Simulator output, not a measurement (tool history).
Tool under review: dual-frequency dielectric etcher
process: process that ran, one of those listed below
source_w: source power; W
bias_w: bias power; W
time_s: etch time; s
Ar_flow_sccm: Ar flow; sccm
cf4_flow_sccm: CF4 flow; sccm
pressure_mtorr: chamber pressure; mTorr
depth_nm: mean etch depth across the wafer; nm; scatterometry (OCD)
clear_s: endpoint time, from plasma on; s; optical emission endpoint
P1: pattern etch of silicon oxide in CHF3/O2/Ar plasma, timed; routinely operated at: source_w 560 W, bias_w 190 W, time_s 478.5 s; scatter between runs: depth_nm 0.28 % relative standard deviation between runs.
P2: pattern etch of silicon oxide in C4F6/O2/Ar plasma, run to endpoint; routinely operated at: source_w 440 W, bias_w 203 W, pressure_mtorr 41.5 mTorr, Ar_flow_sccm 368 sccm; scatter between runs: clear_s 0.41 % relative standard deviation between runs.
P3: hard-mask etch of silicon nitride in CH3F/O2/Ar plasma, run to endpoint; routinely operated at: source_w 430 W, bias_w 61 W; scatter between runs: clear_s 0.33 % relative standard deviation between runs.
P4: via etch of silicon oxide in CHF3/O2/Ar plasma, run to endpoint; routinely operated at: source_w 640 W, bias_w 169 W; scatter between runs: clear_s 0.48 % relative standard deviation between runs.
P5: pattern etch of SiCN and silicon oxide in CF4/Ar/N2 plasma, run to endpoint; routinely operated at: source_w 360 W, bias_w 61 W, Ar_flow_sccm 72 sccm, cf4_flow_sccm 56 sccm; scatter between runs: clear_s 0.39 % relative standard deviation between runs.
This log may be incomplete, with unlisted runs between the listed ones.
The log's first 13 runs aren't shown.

run	hour	process	source_w	bias_w	time_s	Ar_flow_sccm	cf4_flow_sccm	pressure_mtorr	depth_nm	clear_s
14	172.1	P4	640	225						255.5100
15	184.3	P2	260	203		368		41.5		12.2190
16	198.9	P1	560	190	478.5				936.52	
17	212.8	P5	220	61		72	56			32.9770
18	220.4	P3	430	61						48.4190
19	234.6	P1	360	190	478.5				794.54	
20	248.6	P2	440	279		368		41.5		8.9623
21	263.0	P4	380	169						340.5600
22	280.1	P5	360	82		72	56			19.3440
23	291.7	P2	440	203		368		41.5		9.9236
24	306.5	P1	720	190	478.5				1033.20	
25	317.6	P3	430	82						43.6220
26	331.0	P4	640	169						281.2200
27	346.6	P1	560	190	478.5				940.92	
28	355.8	P1	560	190	609.0				1194.90	
29	365.0	P1	560	190	478.5				940.30	
30	376.3	P2	440	203		265		41.5		9.6324
31	384.5	P1	560	190	478.5				942.34	
32	401.6	P1	560	190	478.5				933.31	
33	413.4	P1	560	190	478.5				941.13	
34	421.1	P1	560	190	478.5				949.41	
35	433.7	P1	560	190	478.5				951.82	
# hour 441.9: wet clean of the chamber
36	445.2	P1	560	190	478.5				949.50	

Run 37, settings as shown, results not yet in. Your forecast:
37	461.0	P1	560	190	478.5				?	

{"run 37": {"depth_nm": 949.7}}
